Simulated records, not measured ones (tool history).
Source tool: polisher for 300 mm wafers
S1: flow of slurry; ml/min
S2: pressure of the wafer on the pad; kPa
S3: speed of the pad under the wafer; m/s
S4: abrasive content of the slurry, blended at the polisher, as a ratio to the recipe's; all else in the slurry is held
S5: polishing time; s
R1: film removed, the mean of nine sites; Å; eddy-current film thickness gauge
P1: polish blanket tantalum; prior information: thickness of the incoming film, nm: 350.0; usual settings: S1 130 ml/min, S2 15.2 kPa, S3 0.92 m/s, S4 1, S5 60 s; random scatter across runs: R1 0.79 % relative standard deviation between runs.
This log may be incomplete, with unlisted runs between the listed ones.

run   hour   S1    S2    S3    S4  S5      R1
  1   13.5  130  15.2  0.92     1  60    1203
  2   20.6  130  15.2  0.92     1  60  1207.9
  3   27.3  130  15.2  0.92   0.7  60  1080.3
  4   33.8  130  15.2  0.92     1  45  912.59
  5   40.5  130  15.2  0.54     1  60  706.54
  6   51.3  130  23.4  0.92     1  60  1853.3
  7     64  130  15.2  0.92     1  60  1208.8
  8   75.2   80  15.2  0.92     1  60    1065
  9   81.7  130  15.2  0.92     1  60  1208.9
 10   90.9  130  15.2   1.3  0.65  60  1488.9
 11  102.6  130  15.2  0.92     1  60  1222.5
 12  111.7  130  15.2  0.92     1  60  1201.3
 13  125.1  200  15.2  0.92     1  60  1311.9
     130.6  -- slurry nozzle cleaned
 14  139.1  130  15.2  0.92   1.3  60  1291.2
 15  147.2  130  15.2  0.92     1  75  1505.6
 16    160  130   6.9  0.92     1  60  550.46
 17  173.4  130  15.2  1.44     1  60  1906.1
 18  186.4  130  15.2  0.92     1  60  1212.3
 19  192.9  130  15.2  0.92     1  60    1176
 20  199.6  130  15.2  0.92     1  60  1146.6
 21  212.7  130  15.2  0.92     1  60  1147.7
 22    226  130  15.2  0.92     1  60  1112.2
     236.5  -- head pressure recalibrated
 23  238.3  130  15.2  0.92     1  60  1095.5
     243.7  -- slurry blender recalibrated
 24  244.9  130  15.2  0.92     1  60  1112.8
 25  253.9  130  15.2  0.92     1  60  1105.8
 26  267.7  130  15.2  0.92     1  60  1077.7
 27  274.5  130  15.2  0.92     1  60  1094.5
 28  286.6  130  15.2  0.92     1  60  1098.7

Something has made what P1 gives creep away from where it was; the 2 causes below, each at its own stated size, fit the log equally well:
A: slurry flow missing at the pad, % = 34
B: removal rate lost through wear of the pad, % = 9.45
Creep in the process output first set in at about hour 186.4.
Excluded causes, each with its reason:
head's pressure below its setpoint, %: serviced after onset, at hour 236.5, with no recovery of the prior output
abrasive missing from the slurry, %: serviced after onset, at hour 243.7, with no recovery of the prior output

Which of the 4 check runs listed below, each an average over 5 wafers with its results shown as question marks, gives clearly different results under the different listed causes?
check 1  298.7  130    11  0.92    1  60   ?
check 2  298.7   95  15.2  0.92    1  60   ?
check 3  298.7  130  15.2  0.68    1  60   ?
check 4  298.7  130  15.2  0.92  0.8  60   ?

Check results expected under each cause:
  check  result    if A    if B
check 1      R1  792.46  792.63
check 2      R1  983.28  1014.6
check 3      R1  805.39  805.56
check 4      R1    1017  1017.2
Smallest distance between any two causes, each pair judged by its most separating result, in per cent: check 1 0.02 %; check 2 3.13 %; check 3 0.02 %; check 4 0.02 %
Check 2 is the one run that separates the causes; every other check would come out nearly the same whichever cause is at work.

Here is what check 2 returned: R1 1016.7 Å. Which cause is it?

B is the cause: removal rate lost through wear of the pad, %.
